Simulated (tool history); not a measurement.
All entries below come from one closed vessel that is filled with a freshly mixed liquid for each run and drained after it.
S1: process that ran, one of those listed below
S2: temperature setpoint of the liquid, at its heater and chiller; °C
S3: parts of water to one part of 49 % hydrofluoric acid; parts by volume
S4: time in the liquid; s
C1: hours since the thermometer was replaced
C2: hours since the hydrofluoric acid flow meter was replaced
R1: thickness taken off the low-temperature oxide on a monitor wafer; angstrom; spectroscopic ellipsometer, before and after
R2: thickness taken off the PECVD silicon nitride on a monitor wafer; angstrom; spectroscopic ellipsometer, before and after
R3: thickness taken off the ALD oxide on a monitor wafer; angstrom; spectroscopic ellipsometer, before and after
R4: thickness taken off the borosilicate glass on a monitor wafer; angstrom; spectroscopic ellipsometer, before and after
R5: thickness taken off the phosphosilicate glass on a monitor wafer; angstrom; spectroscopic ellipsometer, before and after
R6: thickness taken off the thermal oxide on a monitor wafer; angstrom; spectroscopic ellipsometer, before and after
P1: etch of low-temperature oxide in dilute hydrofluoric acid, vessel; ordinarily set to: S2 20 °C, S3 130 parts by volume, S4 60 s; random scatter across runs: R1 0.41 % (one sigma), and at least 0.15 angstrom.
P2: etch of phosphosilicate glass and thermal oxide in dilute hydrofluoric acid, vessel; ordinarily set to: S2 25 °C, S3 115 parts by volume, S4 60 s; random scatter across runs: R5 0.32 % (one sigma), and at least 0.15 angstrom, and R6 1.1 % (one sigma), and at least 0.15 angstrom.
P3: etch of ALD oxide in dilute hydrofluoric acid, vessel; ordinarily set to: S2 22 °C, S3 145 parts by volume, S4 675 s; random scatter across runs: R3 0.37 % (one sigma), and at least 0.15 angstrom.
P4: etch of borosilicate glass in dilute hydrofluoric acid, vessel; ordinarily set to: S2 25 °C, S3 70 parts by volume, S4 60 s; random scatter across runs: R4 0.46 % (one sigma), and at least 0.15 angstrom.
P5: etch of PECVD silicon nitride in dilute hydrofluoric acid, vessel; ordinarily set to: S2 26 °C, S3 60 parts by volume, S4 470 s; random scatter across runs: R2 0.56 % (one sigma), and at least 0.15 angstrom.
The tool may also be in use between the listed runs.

Run 1, hour 13.5: S1 P1, S2 20 °C, S3 130 parts by volume, S4 60 s; C1 803.3; C2 352.5. Result: R1 69.388 angstrom.
Run 2, hour 31: S1 P1, S2 20 °C, S3 230 parts by volume, S4 110 s; C1 820.8; C2 370. Result: R1 65.237 angstrom.
Run 3, hour 43.6: S1 P5, S2 26 °C, S3 105 parts by volume, S4 470 s; C1 833.4; C2 382.6. Result: R2 259.15 angstrom.
Run 4, hour 53.4: S1 P3, S2 22 °C, S3 145 parts by volume, S4 675 s; C1 843.2; C2 392.4. Result: R3 561.63 angstrom.
At hour 57.9: hydrofluoric acid flow meter replaced.
Run 5, hour 63.8: S1 P4, S2 25 °C, S3 125 parts by volume, S4 60 s; C1 853.6; C2 5.9. Result: R4 118.1 angstrom.
Run 6, hour 77.4: S1 P4, S2 25 °C, S3 70 parts by volume, S4 60 s; C1 867.2; C2 19.5. Result: R4 224.14 angstrom.
At hour 82.4: thermometer replaced.
Run 7, hour 94.1: S1 P1, S2 20 °C, S3 130 parts by volume, S4 60 s; C1 11.8; C2 36.2. Result: R1 69.059 angstrom.
Run 8, hour 102.3: S1 P1, S2 24 °C, S3 130 parts by volume, S4 60 s; C1 20; C2 44.4. Result: R1 80.807 angstrom.
Run 9, hour 117: S1 P1, S2 17 °C, S3 130 parts by volume, S4 60 s; C1 34.7; C2 59.1. Result: R1 61.128 angstrom.
Run 10, hour 131: S1 P3, S2 22 °C, S3 145 parts by volume, S4 1175 s; C1 48.7; C2 73.1. Result: R3 982.67 angstrom.
Run 11, hour 141.4: S1 P2, S2 31 °C, S3 115 parts by volume, S4 60 s; C1 59.1; C2 83.5. Result: R5 1298 angstrom, R6 32.123 angstrom.
Run 12, hour 151.9: S1 P1, S2 20 °C, S3 235 parts by volume, S4 60 s; C1 69.6; C2 94. Result: R1 34.548 angstrom.
Run 13, hour 163.7: S1 P2, S2 25 °C, S3 115 parts by volume, S4 60 s; C1 81.4; C2 105.8. Result: R5 1045.7 angstrom, R6 25.057 angstrom.
Run 14, hour 171.8: S1 P1, S2 20 °C, S3 130 parts by volume, S4 60 s; C1 89.5; C2 113.9. Result: R1 69.654 angstrom.
Run 15, hour 189.5: S1 P4, S2 25 °C, S3 70 parts by volume, S4 60 s; C1 107.2; C2 131.6. Result: R4 226.85 angstrom.
Run 16, hour 203.7: S1 P2, S2 25 °C, S3 115 parts by volume, S4 60 s; C1 121.4; C2 145.8. Result: R5 1038.6 angstrom, R6 25.303 angstrom.
Run 17, hour 213.4: S1 P1, S2 20 °C, S3 130 parts by volume, S4 95 s; C1 131.1; C2 155.5. Result: R1 110.17 angstrom.
Run 18, hour 225.8: S1 P5, S2 26 °C, S3 60 parts by volume, S4 910 s; C1 143.5; C2 167.9. Result: R2 868.04 angstrom.
Run 19, hour 238.5: S1 P1, S2 20 °C, S3 130 parts by volume, S4 60 s; C1 156.2; C2 180.6. Result: R1 69.646 angstrom.
Run 20, hour 250: S1 P1, S2 20 °C, S3 130 parts by volume, S4 30 s; C1 167.7; C2 192.1. Result: R1 34.781 angstrom.
Run 21, hour 261.1: S1 P3, S2 22 °C, S3 245 parts by volume, S4 675 s; C1 178.8; C2 203.2. Result: R3 299.25 angstrom.
Run 22, hour 271.7: S1 P5, S2 32.5 °C, S3 60 parts by volume, S4 470 s; C1 189.4; C2 213.8. Result: R2 685.78 angstrom.
Run 23, hour 284.1: S1 P3, S2 22 °C, S3 145 parts by volume, S4 675 s; C1 201.8; C2 226.2. Result: R3 560.27 angstrom.
Run 24, hour 293.9: S1 P1, S2 20 °C, S3 50 parts by volume, S4 60 s; C1 211.6; C2 236. Result: R1 197.59 angstrom.
Run 25, hour 306.7: S1 P3, S2 18 °C, S3 145 parts by volume, S4 675 s; C1 224.4; C2 248.8. Result: R3 478.25 angstrom.
Run 26, hour 317.5: S1 P4, S2 30.5 °C, S3 70 parts by volume, S4 60 s; C1 235.2; C2 259.6. Result: R4 280.52 angstrom.
Run 27, hour 326: S1 P2, S2 25 °C, S3 40 parts by volume, S4 60 s; C1 243.7; C2 268.1. Result: R5 3301.6 angstrom, R6 79.848 angstrom.
Run 28, hour 336.7: S1 P4, S2 25 °C, S3 70 parts by volume, S4 115 s; C1 254.4; C2 278.8. Result: R4 426.76 angstrom.
Run 29, hour 353.1: S1 P2, S2 25 °C, S3 115 parts by volume, S4 120 s; C1 270.8; C2 295.2. Result: R5 2075.8 angstrom, R6 50.716 angstrom.
Run 30, hour 365.6: S1 P5, S2 26 °C, S3 60 parts by volume, S4 470 s; C1 283.3; C2 307.7. Result: R2 446.11 angstrom.
Run 31, hour 381.4: S1 P1, S2 20 °C, S3 130 parts by volume, S4 60 s; C1 299.1; C2 323.5. Result: R1 69.528 angstrom.
Run 32, hour 393.3: S1 P1, S2 20 °C, S3 130 parts by volume, S4 60 s; C1 311; C2 335.4. Result: R1 66.462 angstrom.
Run 33, hour 408.5: S1 P1, S2 20 °C, S3 130 parts by volume, S4 60 s; C1 326.2; C2 350.6. Result: R1 65.58 angstrom.
Run 34, hour 416.9: S1 P1, S2 20 °C, S3 130 parts by volume, S4 60 s; C1 334.6; C2 359. Result: R1 65.727 angstrom.
Run 35, hour 430.8: S1 P1, S2 20 °C, S3 130 parts by volume, S4 60 s; C1 348.5; C2 372.9. Result: R1 64.523 angstrom.
Run 36, hour 439.2: S1 P1, S2 20 °C, S3 130 parts by volume, S4 60 s; C1 356.9; C2 381.3. Result: R1 64.417 angstrom.
Run 37, hour 454.9: S1 P1, S2 20 °C, S3 130 parts by volume, S4 60 s; C1 372.6; C2 397. Result: R1 64.616 angstrom.

P1 has crept away from where it was. The log is fitted equally well by each of these 2 causes, at the sizes shown:
A: hydrofluoric acid flow below the setpoint (%) = 6.25
B: liquid colder than its thermometer reads (K) = 1.82
Onset of the creep was near hour 381.4.

4 check runs are offered, one wafer each, their results left as question marks. Which one tells the causes apart?
Run check 1, hour 470.6: S1 P2, S2 25 °C, S3 70 parts by volume, S4 60 s. Result: R5 ?, R6 ?.
Run check 2, hour 470.6: S1 P5, S2 26 °C, S3 85 parts by volume, S4 765 s. Result: R2 ?.
Run check 3, hour 470.6: S1 P3, S2 22 °C, S3 205 parts by volume, S4 1080 s. Result: R3 ?.
Run check 4, hour 470.6: S1 P4, S2 30.5 °C, S3 70 parts by volume, S4 60 s. Result: R4 ?.

Outcome of each check run for each possible cause:
  check  result    if A    if B
check 1      R5  1685.9  1680.9
check 1      R6  41.053  40.931
check 2      R2  484.73  458.48
check 3      R3  551.76  556.85
check 4      R4  260.15  260.47
Per-check spread between the two closest causes, in the result where they differ most: check 1 0.3 %; check 2 5.57 %; check 3 0.92 %; check 4 0.12 %
Check 2 tells the causes apart: in the others they would give nearly the same result.

After running check 2, the following was obtained: R2 455.48 angstrom. Which cause does this point to?

The correct cause is B, namely: liquid colder than its thermometer reads (K).

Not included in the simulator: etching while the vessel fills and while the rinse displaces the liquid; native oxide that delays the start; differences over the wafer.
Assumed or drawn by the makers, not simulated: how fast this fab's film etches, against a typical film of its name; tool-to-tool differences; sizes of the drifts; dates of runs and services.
